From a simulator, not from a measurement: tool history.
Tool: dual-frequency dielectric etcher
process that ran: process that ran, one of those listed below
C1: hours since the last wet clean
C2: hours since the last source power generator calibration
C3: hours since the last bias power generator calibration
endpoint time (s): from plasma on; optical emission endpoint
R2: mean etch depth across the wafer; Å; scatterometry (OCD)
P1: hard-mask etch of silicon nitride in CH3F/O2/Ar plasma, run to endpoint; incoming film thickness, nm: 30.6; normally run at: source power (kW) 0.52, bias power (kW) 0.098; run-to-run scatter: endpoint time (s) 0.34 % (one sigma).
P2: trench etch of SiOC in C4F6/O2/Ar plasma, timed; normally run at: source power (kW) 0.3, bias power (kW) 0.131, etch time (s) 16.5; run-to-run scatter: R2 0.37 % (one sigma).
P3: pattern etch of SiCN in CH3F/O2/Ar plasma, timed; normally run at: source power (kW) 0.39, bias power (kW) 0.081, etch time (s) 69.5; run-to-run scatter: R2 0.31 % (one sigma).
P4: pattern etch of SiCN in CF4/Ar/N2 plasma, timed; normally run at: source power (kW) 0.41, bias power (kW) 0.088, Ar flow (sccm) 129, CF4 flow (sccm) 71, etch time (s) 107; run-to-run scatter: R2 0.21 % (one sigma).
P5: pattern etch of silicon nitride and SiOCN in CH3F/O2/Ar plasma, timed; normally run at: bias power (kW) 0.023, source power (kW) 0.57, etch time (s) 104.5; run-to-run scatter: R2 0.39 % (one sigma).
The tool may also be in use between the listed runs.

run 1 hour=8.7 | process_that_ran=P1 source_power_(kW)=0.52 bias_power_(kW)=0.098 | C1=220.6 C2=842.5 C3=844 | endpoint_time_(s)=35.575
run 2 hour=19.5 | process_that_ran=P5 source_power_(kW)=0.57 bias_power_(kW)=0.023 etch_time_(s)=73.5 | C1=231.4 C2=853.3 C3=854.8 | R2=110.41
run 3 hour=25 | process_that_ran=P4 source_power_(kW)=0.3 bias_power_(kW)=0.088 etch_time_(s)=107 Ar_flow_(sccm)=129 CF4_flow_(sccm)=71 | C1=236.9 C2=858.8 C3=860.3 | R2=671.51
run 4 hour=36.2 | process_that_ran=P1 source_power_(kW)=0.52 bias_power_(kW)=0.098 | C1=248.1 C2=870 C3=871.5 | endpoint_time_(s)=35.841
run 5 hour=43.9 | process_that_ran=P3 source_power_(kW)=0.39 bias_power_(kW)=0.081 etch_time_(s)=69.5 | C1=255.8 C2=877.7 C3=879.2 | R2=275.75
run 6 hour=53.1 | process_that_ran=P1 source_power_(kW)=0.52 bias_power_(kW)=0.074 | C1=265 C2=886.9 C3=888.4 | endpoint_time_(s)=39.42
run 7 hour=63.1 | process_that_ran=P5 source_power_(kW)=0.8 bias_power_(kW)=0.023 etch_time_(s)=104.5 | C1=275 C2=896.9 C3=898.4 | R2=176.42
run 8 hour=70.3 | process_that_ran=P5 source_power_(kW)=0.57 bias_power_(kW)=0.023 etch_time_(s)=104.5 | C1=282.2 C2=904.1 C3=905.6 | R2=157.32
run 9 hour=79.3 | process_that_ran=P4 source_power_(kW)=0.41 bias_power_(kW)=0.057 etch_time_(s)=107 Ar_flow_(sccm)=129 CF4_flow_(sccm)=71 | C1=291.2 C2=913.1 C3=914.6 | R2=755.16
-- hour=88.4 source power generator calibrated
run 10 hour=88.4 | process_that_ran=P1 source_power_(kW)=0.63 bias_power_(kW)=0.098 | C1=300.3 C2=0 C3=923.7 | endpoint_time_(s)=33.18
run 11 hour=98 | process_that_ran=P3 source_power_(kW)=0.51 bias_power_(kW)=0.081 etch_time_(s)=69.5 | C1=309.9 C2=9.6 C3=933.3 | R2=304
run 12 hour=109.3 | process_that_ran=P2 source_power_(kW)=0.3 bias_power_(kW)=0.131 etch_time_(s)=25 | C1=321.2 C2=20.9 C3=944.6 | R2=435.65
run 13 hour=119.7 | process_that_ran=P4 source_power_(kW)=0.41 bias_power_(kW)=0.088 etch_time_(s)=107 Ar_flow_(sccm)=129 CF4_flow_(sccm)=86 | C1=331.6 C2=31.3 C3=955 | R2=908.71
run 14 hour=127.4 | process_that_ran=P4 source_power_(kW)=0.41 bias_power_(kW)=0.088 etch_time_(s)=107 Ar_flow_(sccm)=95 CF4_flow_(sccm)=71 | C1=339.3 C2=39 C3=962.7 | R2=923.18
run 15 hour=138.6 | process_that_ran=P3 source_power_(kW)=0.39 bias_power_(kW)=0.081 etch_time_(s)=69.5 | C1=350.5 C2=50.2 C3=973.9 | R2=275.43
run 16 hour=146.4 | process_that_ran=P1 source_power_(kW)=0.7 bias_power_(kW)=0.06 | C1=358.3 C2=58 C3=981.7 | endpoint_time_(s)=37.655
run 17 hour=152.4 | process_that_ran=P2 source_power_(kW)=0.3 bias_power_(kW)=0.131 etch_time_(s)=16.5 | C1=364.3 C2=64 C3=987.7 | R2=285.24
run 18 hour=163.4 | process_that_ran=P4 source_power_(kW)=0.41 bias_power_(kW)=0.088 etch_time_(s)=160 Ar_flow_(sccm)=129 CF4_flow_(sccm)=71 | C1=375.3 C2=75 C3=998.7 | R2=1320.1
run 19 hour=170.8 | process_that_ran=P1 source_power_(kW)=0.52 bias_power_(kW)=0.098 | C1=382.7 C2=82.4 C3=1006.1 | endpoint_time_(s)=35.674
run 20 hour=176.4 | process_that_ran=P2 source_power_(kW)=0.3 bias_power_(kW)=0.17 etch_time_(s)=16.5 | C1=388.3 C2=88 C3=1011.7 | R2=310.62
run 21 hour=181.3 | process_that_ran=P1 source_power_(kW)=0.4 bias_power_(kW)=0.098 | C1=393.2 C2=92.9 C3=1016.6 | endpoint_time_(s)=39.374
run 22 hour=190.5 | process_that_ran=P3 source_power_(kW)=0.39 bias_power_(kW)=0.081 etch_time_(s)=38 | C1=402.4 C2=102.1 C3=1025.8 | R2=151.57
run 23 hour=196 | process_that_ran=P2 source_power_(kW)=0.17 bias_power_(kW)=0.131 etch_time_(s)=16.5 | C1=407.9 C2=107.6 C3=1031.3 | R2=230.51
run 24 hour=203.7 | process_that_ran=P1 source_power_(kW)=0.52 bias_power_(kW)=0.135 | C1=415.6 C2=115.3 C3=1039 | endpoint_time_(s)=31.758
run 25 hour=210.6 | process_that_ran=P1 source_power_(kW)=0.52 bias_power_(kW)=0.098 | C1=422.5 C2=122.2 C3=1045.9 | endpoint_time_(s)=35.647
run 26 hour=219.4 | process_that_ran=P1 source_power_(kW)=0.52 bias_power_(kW)=0.098 | C1=431.3 C2=131 C3=1054.7 | endpoint_time_(s)=35.861
run 27 hour=230.3 | process_that_ran=P5 source_power_(kW)=0.57 bias_power_(kW)=0.032 etch_time_(s)=104.5 | C1=442.2 C2=141.9 C3=1065.6 | R2=183.03
run 28 hour=240.3 | process_that_ran=P3 source_power_(kW)=0.39 bias_power_(kW)=0.05 etch_time_(s)=69.5 | C1=452.2 C2=151.9 C3=1075.6 | R2=232.89
run 29 hour=246.5 | process_that_ran=P1 source_power_(kW)=0.63 bias_power_(kW)=0.069 | C1=458.4 C2=158.1 C3=1081.8 | endpoint_time_(s)=37.591
run 30 hour=256.3 | process_that_ran=P4 source_power_(kW)=0.41 bias_power_(kW)=0.088 etch_time_(s)=107 Ar_flow_(sccm)=129 CF4_flow_(sccm)=71 | C1=468.2 C2=167.9 C3=1091.6 | R2=882.02
run 31 hour=261.4 | process_that_ran=P4 source_power_(kW)=0.41 bias_power_(kW)=0.088 etch_time_(s)=107 Ar_flow_(sccm)=129 CF4_flow_(sccm)=71 | C1=473.3 C2=173 C3=1096.7 | R2=883.57
run 32 hour=270.6 | process_that_ran=P1 source_power_(kW)=0.52 bias_power_(kW)=0.098 | C1=482.5 C2=182.2 C3=1105.9 | endpoint_time_(s)=35.548
run 33 hour=277.8 | process_that_ran=P1 source_power_(kW)=0.52 bias_power_(kW)=0.098 | C1=489.7 C2=189.4 C3=1113.1 | endpoint_time_(s)=35.791
run 34 hour=285.3 | process_that_ran=P1 source_power_(kW)=0.52 bias_power_(kW)=0.098 | C1=497.2 C2=196.9 C3=1120.6 | endpoint_time_(s)=36.065
run 35 hour=294.9 | process_that_ran=P1 source_power_(kW)=0.52 bias_power_(kW)=0.098 | C1=506.8 C2=206.5 C3=1130.2 | endpoint_time_(s)=36.438
-- hour=298.5 wet clean of the chamber
run 36 hour=300.2 | process_that_ran=P1 source_power_(kW)=0.52 bias_power_(kW)=0.098 | C1=1.8 C2=211.8 C3=1135.5 | endpoint_time_(s)=36.081
run 37 hour=310 | process_that_ran=P1 source_power_(kW)=0.52 bias_power_(kW)=0.098 | C1=11.6 C2=221.6 C3=1145.3 | endpoint_time_(s)=36.405
run 38 hour=318.2 | process_that_ran=P1 source_power_(kW)=0.52 bias_power_(kW)=0.098 | C1=19.8 C2=229.8 C3=1153.5 | endpoint_time_(s)=36.133
run 39 hour=326.9 | process_that_ran=P1 source_power_(kW)=0.52 bias_power_(kW)=0.098 | C1=28.5 C2=238.5 C3=1162.2 | endpoint_time_(s)=36.134
run 40 hour=333.1 | process_that_ran=P1 source_power_(kW)=0.52 bias_power_(kW)=0.098 | C1=34.7 C2=244.7 C3=1168.4 | endpoint_time_(s)=36.205

What P1 gives has crept away from where it was. These 2 causes fit the log equally well, each at the size given:
A: source power that arrives under what is set, % = 4.63
B: bias power that arrives under what is set, % = 4.85
The creep began at about hour 270.6.
Why every other cause is out:
chamber walls in a state that lowers the etch rate, %: serviced at hour 298.5, which brought nothing back

4 check runs are offered, one wafer each, their results left as question marks. Which one tells the causes apart?
run check 1 hour=339.3 | process_that_ran=P4 source_power_(kW)=0.41 bias_power_(kW)=0.069 etch_time_(s)=107 Ar_flow_(sccm)=129 CF4_flow_(sccm)=82 | R2=?
run check 2 hour=339.3 | process_that_ran=P3 source_power_(kW)=0.39 bias_power_(kW)=0.055 etch_time_(s)=38 | R2=?
run check 3 hour=339.3 | process_that_ran=P5 source_power_(kW)=0.68 bias_power_(kW)=0.028 etch_time_(s)=104.5 | R2=?
run check 4 hour=339.3 | process_that_ran=P2 source_power_(kW)=0.21 bias_power_(kW)=0.131 etch_time_(s)=22.5 | R2=?

What each check would give under each cause:
check=check_1 result=R2 if_A=791.68 if_B=811.06
check=check_2 result=R2 if_A=129.39 if_B=129.61
check=check_3 result=R2 if_A=178.75 if_B=177.7
check=check_4 result=R2 if_A=334.01 if_B=335.09
How far apart the two closest causes lie, in the result that separates them most: check 1 2.42 %; check 2 0.17 %; check 3 0.59 %; check 4 0.32 %
Check 1 tells the causes apart: in the others they would give nearly the same result.

Then check 1 was run and gave: R2 809.64 Å. Which cause is it?

It is B: bias power that arrives under what is set, %.

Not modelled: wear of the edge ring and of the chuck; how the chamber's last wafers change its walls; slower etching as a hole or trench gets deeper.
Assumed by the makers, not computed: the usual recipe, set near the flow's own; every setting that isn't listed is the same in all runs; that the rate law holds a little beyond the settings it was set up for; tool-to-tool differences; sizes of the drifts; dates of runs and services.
